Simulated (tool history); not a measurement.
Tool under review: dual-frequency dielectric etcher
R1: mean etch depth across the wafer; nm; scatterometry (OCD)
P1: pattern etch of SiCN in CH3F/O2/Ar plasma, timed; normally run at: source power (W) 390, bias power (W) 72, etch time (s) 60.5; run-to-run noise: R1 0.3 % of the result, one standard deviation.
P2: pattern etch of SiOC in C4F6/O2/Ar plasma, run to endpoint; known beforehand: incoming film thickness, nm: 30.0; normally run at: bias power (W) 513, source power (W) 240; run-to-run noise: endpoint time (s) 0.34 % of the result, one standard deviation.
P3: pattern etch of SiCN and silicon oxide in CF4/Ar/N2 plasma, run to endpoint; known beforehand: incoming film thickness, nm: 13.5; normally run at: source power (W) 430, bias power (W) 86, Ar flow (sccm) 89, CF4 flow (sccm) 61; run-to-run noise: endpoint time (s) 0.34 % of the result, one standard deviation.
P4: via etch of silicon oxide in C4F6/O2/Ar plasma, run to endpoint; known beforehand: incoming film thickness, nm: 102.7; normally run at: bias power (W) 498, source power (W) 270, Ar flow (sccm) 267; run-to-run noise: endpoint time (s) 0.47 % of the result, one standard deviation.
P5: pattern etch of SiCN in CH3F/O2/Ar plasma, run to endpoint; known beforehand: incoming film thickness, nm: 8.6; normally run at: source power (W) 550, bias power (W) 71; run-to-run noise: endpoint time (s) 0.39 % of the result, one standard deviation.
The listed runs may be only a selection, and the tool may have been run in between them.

run 1 hour=6.6 | process_that_ran=P1 source_power_(W)=390 bias_power_(W)=72 etch_time_(s)=60.5 | R1=22.665
run 2 hour=10.5 | process_that_ran=P3 source_power_(W)=430 bias_power_(W)=86 Ar_flow_(sccm)=89 CF4_flow_(sccm)=61 | endpoint_time_(s)=15.669
run 3 hour=18.0 | process_that_ran=P5 source_power_(W)=550 bias_power_(W)=41 | endpoint_time_(s)=23.045
run 4 hour=26.4 | process_that_ran=P2 source_power_(W)=240 bias_power_(W)=355 | endpoint_time_(s)=13.978
run 5 hour=30.4 | process_that_ran=P1 source_power_(W)=390 bias_power_(W)=58 etch_time_(s)=60.5 | R1=20.884
run 6 hour=34.8 | process_that_ran=P3 source_power_(W)=430 bias_power_(W)=86 Ar_flow_(sccm)=89 CF4_flow_(sccm)=79 | endpoint_time_(s)=15.188
run 7 hour=41.1 | process_that_ran=P1 source_power_(W)=390 bias_power_(W)=72 etch_time_(s)=60.5 | R1=22.502
run 8 hour=46.3 | process_that_ran=P2 source_power_(W)=300 bias_power_(W)=513 | endpoint_time_(s)=11.300
run 9 hour=51.1 | process_that_ran=P4 source_power_(W)=270 bias_power_(W)=498 Ar_flow_(sccm)=267 | endpoint_time_(s)=25.752
run 10 hour=59.6 | process_that_ran=P1 source_power_(W)=390 bias_power_(W)=72 etch_time_(s)=60.5 | R1=22.476
run 11 hour=64.8 | process_that_ran=P4 source_power_(W)=180 bias_power_(W)=498 Ar_flow_(sccm)=267 | endpoint_time_(s)=29.928
run 12 hour=70.6 | process_that_ran=P3 source_power_(W)=430 bias_power_(W)=51 Ar_flow_(sccm)=89 CF4_flow_(sccm)=61 | endpoint_time_(s)=18.596
run 13 hour=75.4 | process_that_ran=P1 source_power_(W)=390 bias_power_(W)=88 etch_time_(s)=60.5 | R1=24.190
run 14 hour=79.6 | process_that_ran=P5 source_power_(W)=340 bias_power_(W)=71 | endpoint_time_(s)=23.177
run 15 hour=83.6 | process_that_ran=P3 source_power_(W)=430 bias_power_(W)=86 Ar_flow_(sccm)=111 CF4_flow_(sccm)=61 | endpoint_time_(s)=16.215
run 16 hour=90.4 | process_that_ran=P1 source_power_(W)=390 bias_power_(W)=72 etch_time_(s)=60.5 | R1=22.486
run 17 hour=98.1 | process_that_ran=P3 source_power_(W)=560 bias_power_(W)=86 Ar_flow_(sccm)=89 CF4_flow_(sccm)=61 | endpoint_time_(s)=12.437
run 18 hour=103.9 | process_that_ran=P1 source_power_(W)=510 bias_power_(W)=72 etch_time_(s)=77.0 | R1=31.644
run 19 hour=110.0 | process_that_ran=P1 source_power_(W)=390 bias_power_(W)=72 etch_time_(s)=60.5 | R1=22.316
run 20 hour=114.3 | process_that_ran=P2 source_power_(W)=240 bias_power_(W)=513 | endpoint_time_(s)=12.282
run 21 hour=123.0 | process_that_ran=P3 source_power_(W)=430 bias_power_(W)=86 Ar_flow_(sccm)=89 CF4_flow_(sccm)=61 | endpoint_time_(s)=15.759
run 22 hour=129.3 | process_that_ran=P4 source_power_(W)=270 bias_power_(W)=690 Ar_flow_(sccm)=267 | endpoint_time_(s)=22.819
run 23 hour=134.0 | process_that_ran=P4 source_power_(W)=270 bias_power_(W)=498 Ar_flow_(sccm)=342 | endpoint_time_(s)=26.673
run 24 hour=138.9 | process_that_ran=P1 source_power_(W)=540 bias_power_(W)=72 etch_time_(s)=60.5 | R1=25.597
run 25 hour=143.5 | process_that_ran=P2 source_power_(W)=240 bias_power_(W)=513 | endpoint_time_(s)=12.331
run 26 hour=151.4 | process_that_ran=P1 source_power_(W)=390 bias_power_(W)=72 etch_time_(s)=76.0 | R1=28.186
run 27 hour=158.6 | process_that_ran=P1 source_power_(W)=390 bias_power_(W)=72 etch_time_(s)=47.5 | R1=17.744
run 28 hour=164.0 | process_that_ran=P1 source_power_(W)=260 bias_power_(W)=72 etch_time_(s)=60.5 | R1=19.295
run 29 hour=171.4 | process_that_ran=P1 source_power_(W)=240 bias_power_(W)=72 etch_time_(s)=78.5 | R1=24.354
run 30 hour=176.3 | process_that_ran=P1 source_power_(W)=390 bias_power_(W)=95 etch_time_(s)=45.0 | R1=18.591
run 31 hour=181.9 | process_that_ran=P5 source_power_(W)=550 bias_power_(W)=71 | endpoint_time_(s)=19.219
run 32 hour=188.6 | process_that_ran=P1 source_power_(W)=390 bias_power_(W)=72 etch_time_(s)=60.5 | R1=22.469
run 33 hour=194.8 | process_that_ran=P1 source_power_(W)=390 bias_power_(W)=72 etch_time_(s)=60.5 | R1=22.392
run 34 hour=198.7 | process_that_ran=P1 source_power_(W)=390 bias_power_(W)=72 etch_time_(s)=60.5 | R1=22.283
run 35 hour=204.9 | process_that_ran=P1 source_power_(W)=390 bias_power_(W)=72 etch_time_(s)=60.5 | R1=22.204
run 36 hour=209.8 | process_that_ran=P1 source_power_(W)=390 bias_power_(W)=72 etch_time_(s)=60.5 | R1=22.352
run 37 hour=217.5 | process_that_ran=P1 source_power_(W)=390 bias_power_(W)=72 etch_time_(s)=60.5 | R1=22.157
-- hour=219.5 wet clean of the chamber
run 38 hour=221.8 | process_that_ran=P1 source_power_(W)=390 bias_power_(W)=72 etch_time_(s)=60.5 | R1=22.122
run 39 hour=227.0 | process_that_ran=P1 source_power_(W)=390 bias_power_(W)=72 etch_time_(s)=60.5 | R1=22.109
run 40 hour=235.7 | process_that_ran=P1 source_power_(W)=390 bias_power_(W)=72 etch_time_(s)=60.5 | R1=22.080

The output of P1 has drifted from where it used to be. Each of the 2 causes below, taken at the size shown beside it, accounts for the log equally well:
A: source power that arrives under what is set, % = 3.93
B: bias power that arrives under what is set, % = 4.18
The gradual shift began around hour 188.6.
All other causes, with the reason each is excluded:
chamber walls in a state that lowers the etch rate, %: serviced after onset, at hour 219.5, with no recovery of the prior output

Each of the check runs listed below is run on 2 wafers and reports their average, with the results left as question marks. Pick the one under which the possible causes would lead to clearly different results.
run check 1 hour=244.4 | process_that_ran=P4 source_power_(W)=180 bias_power_(W)=498 Ar_flow_(sccm)=305 | endpoint_time_(s)=?
run check 2 hour=244.4 | process_that_ran=P2 source_power_(W)=240 bias_power_(W)=364 | endpoint_time_(s)=?
run check 3 hour=244.4 | process_that_ran=P5 source_power_(W)=350 bias_power_(W)=42 | endpoint_time_(s)=?
run check 4 hour=244.4 | process_that_ran=P3 source_power_(W)=500 bias_power_(W)=57 Ar_flow_(sccm)=89 CF4_flow_(sccm)=61 | endpoint_time_(s)=?

Expected result of each check under each candidate cause:
check=check_1 result=endpoint_time_(s) if_A=30.893 if_B=30.952
check=check_2 result=endpoint_time_(s) if_A=14.175 if_B=14.184
check=check_3 result=endpoint_time_(s) if_A=27.764 if_B=27.699
check=check_4 result=endpoint_time_(s) if_A=16.331 if_B=15.974
Per check, the gap between the least separated pair of causes, taken in the result that splits them most: check 1 0.19 %; check 2 0.07 %; check 3 0.23 %; check 4 2.21 %
Check 4 is the one run that separates the causes; every other check would come out nearly the same whichever cause is at work.

Check 4 was carried out, with these results: endpoint time (s) 16.418. Which of the listed causes is responsible?

It is A: source power that arrives under what is set, %.
